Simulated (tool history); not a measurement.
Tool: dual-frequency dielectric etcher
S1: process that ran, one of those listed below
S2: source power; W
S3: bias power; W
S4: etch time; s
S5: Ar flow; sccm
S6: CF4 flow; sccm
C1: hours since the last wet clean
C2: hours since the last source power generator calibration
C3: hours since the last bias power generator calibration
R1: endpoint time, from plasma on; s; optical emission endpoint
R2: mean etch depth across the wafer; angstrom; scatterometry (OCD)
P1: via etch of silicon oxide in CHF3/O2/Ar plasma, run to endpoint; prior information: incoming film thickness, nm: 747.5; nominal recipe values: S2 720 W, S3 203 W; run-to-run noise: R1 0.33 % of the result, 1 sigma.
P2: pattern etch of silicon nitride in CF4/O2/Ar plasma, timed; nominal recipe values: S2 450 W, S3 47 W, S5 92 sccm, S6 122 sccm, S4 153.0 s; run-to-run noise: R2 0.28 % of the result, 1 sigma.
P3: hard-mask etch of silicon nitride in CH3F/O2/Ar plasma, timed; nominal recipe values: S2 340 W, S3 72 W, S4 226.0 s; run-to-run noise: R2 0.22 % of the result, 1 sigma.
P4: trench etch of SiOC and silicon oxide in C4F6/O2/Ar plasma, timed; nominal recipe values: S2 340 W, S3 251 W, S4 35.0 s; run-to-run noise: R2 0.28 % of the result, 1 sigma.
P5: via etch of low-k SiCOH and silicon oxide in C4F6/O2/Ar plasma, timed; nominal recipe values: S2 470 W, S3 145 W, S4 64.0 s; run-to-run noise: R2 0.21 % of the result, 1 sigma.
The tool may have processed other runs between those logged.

| run | day | S1 | S2 | S3 | S4 | S5 | S6 | C1 | C2 | C3 | R1 | R2 |
|---|---|---|---|---|---|---|---|---|---|---|---|---|
| 1 | 0.229 | P1 | 720 | 203 |  |  |  | 220.8 | 1648.3 | 1110.9 | 341.27 |  |
| 2 | 0.400 | P1 | 480 | 166 |  |  |  | 224.9 | 1652.4 | 1115.0 | 425.38 |  |
| 3 | 0.679 | P5 | 470 | 145 | 64.0 |  |  | 231.6 | 1659.1 | 1121.7 |  | 1642.90 |
| 4 | 0.833 | P1 | 720 | 203 |  |  |  | 235.3 | 1662.8 | 1125.4 | 340.39 |  |
| 5 | 1.038 | P3 | 340 | 72 | 226.0 |  |  | 240.2 | 1667.7 | 1130.3 |  | 1526.20 |
| 6 | 1.312 | P1 | 510 | 203 |  |  |  | 246.8 | 1674.3 | 1136.9 | 386.41 |  |
| 7 | 1.483 | P1 | 720 | 203 |  |  |  | 250.9 | 1678.4 | 1141.0 | 339.38 |  |
| 8 | 1.629 | P2 | 450 | 34 | 153.0 | 92 | 122 | 254.4 | 1681.9 | 1144.5 |  | 2408.30 |
| 9 | 1.900 | P4 | 340 | 251 | 35.0 |  |  | 260.9 | 1688.4 | 1151.0 |  | 730.15 |
| 10 | 2.088 | P5 | 470 | 113 | 64.0 |  |  | 265.4 | 1692.9 | 1155.5 |  | 1534.10 |
| 11 | 2.300 | P3 | 340 | 57 | 226.0 |  |  | 270.5 | 1698.0 | 1160.6 |  | 1408.30 |
| 12 | 2.467 | P1 | 720 | 203 |  |  |  | 274.5 | 1702.0 | 1164.6 | 340.81 |  |
| 13 | 2.650 | P1 | 720 | 262 |  |  |  | 278.9 | 1706.4 | 1169.0 | 309.99 |  |
| 14 | 2.858 | P4 | 450 | 251 | 35.0 |  |  | 283.9 | 1711.4 | 1174.0 |  | 809.86 |
|  | 3.071 | wet clean of the chamber |
| 15 | 3.096 | P1 | 720 | 203 |  |  |  | 0.6 | 1717.1 | 1179.7 | 340.05 |  |
| 16 | 3.354 | P2 | 610 | 47 | 153.0 | 92 | 122 | 6.8 | 1723.3 | 1185.9 |  | 3522.60 |
| 17 | 3.554 | P1 | 930 | 203 |  |  |  | 11.6 | 1728.1 | 1190.7 | 307.62 |  |
| 18 | 3.846 | P2 | 450 | 47 | 153.0 | 92 | 89 | 18.6 | 1735.1 | 1197.7 |  | 2593.60 |
| 19 | 4.050 | P4 | 340 | 201 | 35.0 |  |  | 23.5 | 1740.0 | 1202.6 |  | 677.51 |
| 20 | 4.179 | P5 | 470 | 145 | 64.0 |  |  | 26.6 | 1743.1 | 1205.7 |  | 1649.40 |
| 21 | 4.425 | P1 | 720 | 144 |  |  |  | 32.5 | 1749.0 | 1211.6 | 381.69 |  |
| 22 | 4.667 | P5 | 300 | 145 | 64.0 |  |  | 38.3 | 1754.8 | 1217.4 |  | 1380.80 |
| 23 | 4.867 | P1 | 570 | 284 |  |  |  | 43.1 | 1759.6 | 1222.2 | 329.18 |  |
| 24 | 5.067 | P2 | 450 | 47 | 153.0 | 92 | 122 | 47.9 | 1764.4 | 1227.0 |  | 2678.10 |
| 25 | 5.304 | P2 | 450 | 47 | 153.0 | 92 | 122 | 53.6 | 1770.1 | 1232.7 |  | 2690.80 |
| 26 | 5.500 | P3 | 340 | 72 | 168.0 |  |  | 58.3 | 1774.8 | 1237.4 |  | 1132.40 |
| 27 | 5.700 | P2 | 450 | 47 | 153.0 | 130 | 122 | 63.1 | 1779.6 | 1242.2 |  | 2573.30 |
| 28 | 5.971 | P4 | 340 | 251 | 26.0 |  |  | 69.6 | 1786.1 | 1248.7 |  | 543.01 |
| 29 | 6.238 | P5 | 470 | 145 | 84.0 |  |  | 76.0 | 1792.5 | 1255.1 |  | 2161.50 |
| 30 | 6.488 | P3 | 260 | 72 | 226.0 |  |  | 82.0 | 1798.5 | 1261.1 |  | 1376.00 |
| 31 | 6.708 | P2 | 450 | 47 | 215.5 | 92 | 122 | 87.3 | 1803.8 | 1266.4 |  | 3786.80 |
| 32 | 6.971 | P1 | 720 | 203 |  |  |  | 93.6 | 1810.1 | 1272.7 | 338.36 |  |
| 33 | 7.167 | P1 | 720 | 203 |  |  |  | 98.3 | 1814.8 | 1277.4 | 341.39 |  |
| 34 | 7.429 | P1 | 720 | 203 |  |  |  | 104.6 | 1821.1 | 1283.7 | 344.10 |  |
| 35 | 7.571 | P1 | 720 | 203 |  |  |  | 108.0 | 1824.5 | 1287.1 | 344.85 |  |
| 36 | 7.817 | P1 | 720 | 203 |  |  |  | 113.9 | 1830.4 | 1293.0 | 345.43 |  |
|  | 7.838 | wet clean of the chamber |
| 37 | 8.029 | P1 | 720 | 203 |  |  |  | 4.7 | 1835.5 | 1298.1 | 347.59 |  |
| 38 | 8.312 | P1 | 720 | 203 |  |  |  | 11.5 | 1842.3 | 1304.9 | 345.71 |  |
| 39 | 8.483 | P1 | 720 | 203 |  |  |  | 15.6 | 1846.4 | 1309.0 | 346.00 |  |

What P1 gives has crept away from where it was. These 2 causes fit the log equally well, each at the size given:
A: bias power that arrives under what is set, % = 4.74
B: source power that arrives under what is set, % = 4.22
The gradual shift began around day 6.971.
Excluded causes, each with its reason:
chamber walls in a state that lowers the etch rate, %: work on it at day 7.838, done after the drift set in, did not restore what the process gave before

Of the 4 check runs listed below, each run on one wafer and each result written as a question mark, which would let you distinguish the listed causes because they would give clearly different results?
| check 1 | 8.654 | P3 | 340 | 72 | 226.0 |  |  |  |  |  |  | ? |
| check 2 | 8.654 | P4 | 340 | 251 | 35.0 |  |  |  |  |  |  | ? |
| check 3 | 8.654 | P2 | 450 | 47 | 153.0 | 92 | 122 |  |  |  |  | ? |
| check 4 | 8.654 | P5 | 470 | 145 | 64.0 |  |  |  |  |  |  | ? |

Predicted outcomes, by check and by cause:
| check | result | if A | if B |
|---|---|---|---|
| check 1 | R2 | 1497.90 | 1498.70 |
| check 2 | R2 | 717.92 | 718.01 |
| check 3 | R2 | 2638.10 | 2584.90 |
| check 4 | R2 | 1623.10 | 1618.60 |
Minimum pairwise separation of causes per check, each pair taken at its best-separating result: check 1 0.05 %; check 2 0.01 %; check 3 2.04 %; check 4 0.28 %
The causes can be told apart only by check 3. The other checks would give nearly the same results under each of them.

The results of check 3 are: R2 2581.40 angstrom. Based on these, which of the listed causes is it?

The correct cause is B, namely: source power that arrives under what is set, %.

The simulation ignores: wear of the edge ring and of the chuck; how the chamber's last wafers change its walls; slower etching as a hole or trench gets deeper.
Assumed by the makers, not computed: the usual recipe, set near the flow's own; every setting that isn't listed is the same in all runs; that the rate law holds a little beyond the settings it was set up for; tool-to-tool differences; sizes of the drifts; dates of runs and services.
